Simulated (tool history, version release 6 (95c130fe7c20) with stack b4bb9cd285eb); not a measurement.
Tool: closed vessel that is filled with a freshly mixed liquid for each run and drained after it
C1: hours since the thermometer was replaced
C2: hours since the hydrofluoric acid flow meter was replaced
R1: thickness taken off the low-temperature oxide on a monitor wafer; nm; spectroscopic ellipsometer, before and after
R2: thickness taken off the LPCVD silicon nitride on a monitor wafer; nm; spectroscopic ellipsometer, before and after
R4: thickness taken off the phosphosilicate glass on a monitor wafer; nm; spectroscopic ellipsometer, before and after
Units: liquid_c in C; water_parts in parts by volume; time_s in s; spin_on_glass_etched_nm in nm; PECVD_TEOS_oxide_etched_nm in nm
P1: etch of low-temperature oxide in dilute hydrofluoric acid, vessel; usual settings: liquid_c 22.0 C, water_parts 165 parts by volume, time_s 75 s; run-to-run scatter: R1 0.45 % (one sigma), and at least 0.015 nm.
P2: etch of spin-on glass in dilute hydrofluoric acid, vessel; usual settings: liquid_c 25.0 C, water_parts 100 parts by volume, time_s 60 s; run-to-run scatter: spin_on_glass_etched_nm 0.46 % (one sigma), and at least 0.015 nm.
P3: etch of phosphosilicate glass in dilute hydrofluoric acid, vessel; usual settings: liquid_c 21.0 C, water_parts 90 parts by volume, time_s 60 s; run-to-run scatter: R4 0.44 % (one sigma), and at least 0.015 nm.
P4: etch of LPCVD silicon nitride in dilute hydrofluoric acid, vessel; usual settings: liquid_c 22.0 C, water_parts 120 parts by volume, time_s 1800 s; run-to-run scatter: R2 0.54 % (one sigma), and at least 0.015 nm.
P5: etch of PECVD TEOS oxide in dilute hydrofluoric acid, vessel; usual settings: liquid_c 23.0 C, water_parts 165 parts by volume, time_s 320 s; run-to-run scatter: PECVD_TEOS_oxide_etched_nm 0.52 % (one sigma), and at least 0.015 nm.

Run 1, day 0.254: process P1, liquid_c 22.0 C, water_parts 165 parts by volume, time_s 75 s; C1 792.6; C2 548.2. Result: R1 13.8740 nm.
Run 2, day 0.600: process P1, liquid_c 27.0 C, water_parts 165 parts by volume, time_s 125 s; C1 800.9; C2 556.5. Result: R1 27.8110 nm.
Run 3, day 0.908: process P4, liquid_c 22.0 C, water_parts 215 parts by volume, time_s 1800 s; C1 808.3; C2 563.9. Result: R2 3.67280 nm.
Run 4, day 1.379: process P2, liquid_c 25.0 C, water_parts 150 parts by volume, time_s 60 s; C1 819.6; C2 575.2. Result: spin_on_glass_etched_nm 16.137 nm.
Run 5, day 1.908: process P3, liquid_c 21.0 C, water_parts 90 parts by volume, time_s 60 s; C1 832.3; C2 587.9. Result: R4 36.359 nm.
Run 6, day 2.333: process P4, liquid_c 22.0 C, water_parts 120 parts by volume, time_s 1800 s; C1 842.5; C2 598.1. Result: R2 6.47620 nm.
Run 7, day 2.717: process P1, liquid_c 22.0 C, water_parts 165 parts by volume, time_s 30 s; C1 851.7; C2 607.3. Result: R1 5.5505 nm.
Run 8, day 3.092: process P5, liquid_c 23.0 C, water_parts 65 parts by volume, time_s 320 s; C1 860.7; C2 616.3. Result: PECVD_TEOS_oxide_etched_nm 42.468 nm.
Run 9, day 3.579: process P1, liquid_c 22.0 C, water_parts 65 parts by volume, time_s 75 s; C1 872.4; C2 628.0. Result: R1 39.5700 nm.
Run 10, day 3.875: process P3, liquid_c 21.0 C, water_parts 90 parts by volume, time_s 60 s; C1 879.5; C2 635.1. Result: R4 36.205 nm.
Run 11, day 4.283: process P4, liquid_c 22.0 C, water_parts 120 parts by volume, time_s 130 s; C1 889.3; C2 644.9. Result: R2 0.46651 nm.
Run 12, day 4.646: process P1, liquid_c 17.0 C, water_parts 165 parts by volume, time_s 75 s; C1 898.0; C2 653.6. Result: R1 11.3100 nm.
Run 13, day 4.900: process P1, liquid_c 22.0 C, water_parts 165 parts by volume, time_s 75 s; C1 904.1; C2 659.7. Result: R1 13.8460 nm.
Run 14, day 5.192: process P3, liquid_c 21.0 C, water_parts 90 parts by volume, time_s 110 s; C1 911.1; C2 666.7. Result: R4 66.489 nm.
Run 15, day 5.571: process P1, liquid_c 22.0 C, water_parts 235 parts by volume, time_s 75 s; C1 920.2; C2 675.8. Result: R1 9.0314 nm.
Run 16, day 6.038: process P3, liquid_c 21.0 C, water_parts 160 parts by volume, time_s 60 s; C1 931.4; C2 687.0. Result: R4 19.019 nm.
Run 17, day 6.388: process P1, liquid_c 22.0 C, water_parts 165 parts by volume, time_s 120 s; C1 939.8; C2 695.4. Result: R1 22.2160 nm.
Run 18, day 6.804: process P4, liquid_c 30.0 C, water_parts 120 parts by volume, time_s 1800 s; C1 949.8; C2 705.4. Result: R2 10.82000 nm.
Run 19, day 7.204: process P1, liquid_c 22.0 C, water_parts 165 parts by volume, time_s 75 s; C1 959.4; C2 715.0. Result: R1 13.8180 nm.
Run 20, day 7.612: process P2, liquid_c 17.5 C, water_parts 100 parts by volume, time_s 60 s; C1 969.2; C2 724.8. Result: spin_on_glass_etched_nm 18.958 nm.
Run 21, day 8.071: process P1, liquid_c 22.0 C, water_parts 165 parts by volume, time_s 75 s; C1 980.2; C2 735.8. Result: R1 13.8730 nm.
Run 22, day 8.346: process P1, liquid_c 22.0 C, water_parts 165 parts by volume, time_s 75 s; C1 986.8; C2 742.4. Result: R1 13.7760 nm.
Run 23, day 8.804: process P1, liquid_c 27.5 C, water_parts 165 parts by volume, time_s 75 s; C1 997.8; C2 753.4. Result: R1 17.1030 nm.
Run 24, day 9.154: process P5, liquid_c 19.0 C, water_parts 165 parts by volume, time_s 320 s; C1 1006.2; C2 761.8. Result: PECVD_TEOS_oxide_etched_nm 12.570 nm.
Run 25, day 9.383: process P5, liquid_c 23.0 C, water_parts 165 parts by volume, time_s 320 s; C1 1011.7; C2 767.3. Result: PECVD_TEOS_oxide_etched_nm 14.814 nm.
Run 26, day 9.858: process P2, liquid_c 25.0 C, water_parts 100 parts by volume, time_s 100 s; C1 1023.1; C2 778.7. Result: spin_on_glass_etched_nm 42.910 nm.
Run 27, day 10.300: process P1, liquid_c 22.0 C, water_parts 165 parts by volume, time_s 75 s; C1 1033.7; C2 789.3. Result: R1 13.9260 nm.
Run 28, day 10.671: process P3, liquid_c 27.5 C, water_parts 90 parts by volume, time_s 60 s; C1 1042.6; C2 798.2. Result: R4 46.807 nm.
Run 29, day 10.908: process P1, liquid_c 22.0 C, water_parts 70 parts by volume, time_s 145 s; C1 1048.3; C2 803.9. Result: R1 70.5200 nm.
Run 30, day 11.362: process P2, liquid_c 25.0 C, water_parts 100 parts by volume, time_s 60 s; C1 1059.2; C2 814.8. Result: spin_on_glass_etched_nm 25.652 nm.
Run 31, day 11.692: process P1, liquid_c 26.5 C, water_parts 165 parts by volume, time_s 125 s; C1 1067.1; C2 822.7. Result: R1 27.2260 nm.
Run 32, day 12.112: process P5, liquid_c 23.0 C, water_parts 165 parts by volume, time_s 635 s; C1 1077.2; C2 832.8. Result: PECVD_TEOS_oxide_etched_nm 29.305 nm.
Run 33, day 12.458: process P1, liquid_c 22.0 C, water_parts 165 parts by volume, time_s 75 s; C1 1085.5; C2 841.1. Result: R1 13.8430 nm.
Run 34, day 12.692: process P2, liquid_c 25.0 C, water_parts 100 parts by volume, time_s 60 s; C1 1091.1; C2 846.7. Result: spin_on_glass_etched_nm 25.640 nm.
Run 35, day 13.079: process P1, liquid_c 22.0 C, water_parts 165 parts by volume, time_s 75 s; C1 1100.4; C2 856.0. Result: R1 13.7830 nm.
Run 36, day 13.508: process P1, liquid_c 22.0 C, water_parts 165 parts by volume, time_s 75 s; C1 1110.7; C2 866.3. Result: R1 13.4270 nm.
Run 37, day 13.800: process P1, liquid_c 22.0 C, water_parts 165 parts by volume, time_s 75 s; C1 1117.7; C2 873.3. Result: R1 13.3720 nm.
Run 38, day 14.112: process P1, liquid_c 22.0 C, water_parts 165 parts by volume, time_s 75 s; C1 1125.2; C2 880.8. Result: R1 13.1600 nm.
Run 39, day 14.567: process P1, liquid_c 22.0 C, water_parts 165 parts by volume, time_s 75 s; C1 1136.1; C2 891.7. Result: R1 13.0890 nm.
Run 40, day 14.917: process P1, liquid_c 22.0 C, water_parts 165 parts by volume, time_s 75 s; C1 1144.5; C2 900.1. Result: R1 12.9620 nm.
Run 41, day 15.196: process P1, liquid_c 22.0 C, water_parts 165 parts by volume, time_s 75 s; C1 1151.2; C2 906.8. Result: R1 13.0200 nm.
Run 42, day 15.583: process P1, liquid_c 22.0 C, water_parts 165 parts by volume, time_s 75 s; C1 1160.5; C2 916.1. Result: R1 12.8510 nm.
Run 43, day 15.925: process P1, liquid_c 22.0 C, water_parts 165 parts by volume, time_s 75 s; C1 1168.7; C2 924.3. Result: R1 13.0020 nm.
Run 44, day 16.229: process P1, liquid_c 22.0 C, water_parts 165 parts by volume, time_s 75 s; C1 1176.0; C2 931.6. Result: R1 12.7900 nm.
Run 45, day 16.700: process P1, liquid_c 22.0 C, water_parts 165 parts by volume, time_s 75 s; C1 1187.3; C2 942.9. Result: R1 12.8540 nm.
Run 46, day 17.029: process P1, liquid_c 22.0 C, water_parts 165 parts by volume, time_s 75 s; C1 1195.2; C2 950.8. Result: R1 12.9180 nm.

What P1 gives has crept away from where it was. These 2 causes fit the log equally well, each at the size given:
A: hydrofluoric acid flow below the setpoint (%) = 6.07
B: liquid colder than its thermometer reads (K) = 1.9
The creep began at about day 13.079.

4 check runs are offered, one wafer each, their results left as question marks. Which one tells the causes apart?
Run check 1, day 17.358: process P4, liquid_c 29.0 C, water_parts 120 parts by volume, time_s 1055 s. Result: R2 ?.
Run check 2, day 17.358: process P3, liquid_c 24.5 C, water_parts 145 parts by volume, time_s 60 s. Result: R4 ?.
Run check 3, day 17.358: process P2, liquid_c 25.0 C, water_parts 130 parts by volume, time_s 60 s. Result: spin_on_glass_etched_nm ?.
Run check 4, day 17.358: process P5, liquid_c 23.0 C, water_parts 65 parts by volume, time_s 560 s. Result: PECVD_TEOS_oxide_etched_nm ?.

What each check would give under each cause:
  check                      result     if A     if B
check 1                          R2  5.60140  5.29120
check 2                          R4   22.516   22.521
check 3     spin_on_glass_etched_nm   17.745   17.728
check 4  PECVD_TEOS_oxide_etched_nm   69.067   68.338
How far apart the two closest causes lie, in the result that separates them most: check 1 5.7 %; check 2 0.02 %; check 3 0.1 %; check 4 1.06 %
Check 1 tells the causes apart: in the others they would give nearly the same result.

Check 1 was then run and gave: R2 5.57960 nm. Which cause is it?

It is A: hydrofluoric acid flow below the setpoint (%).
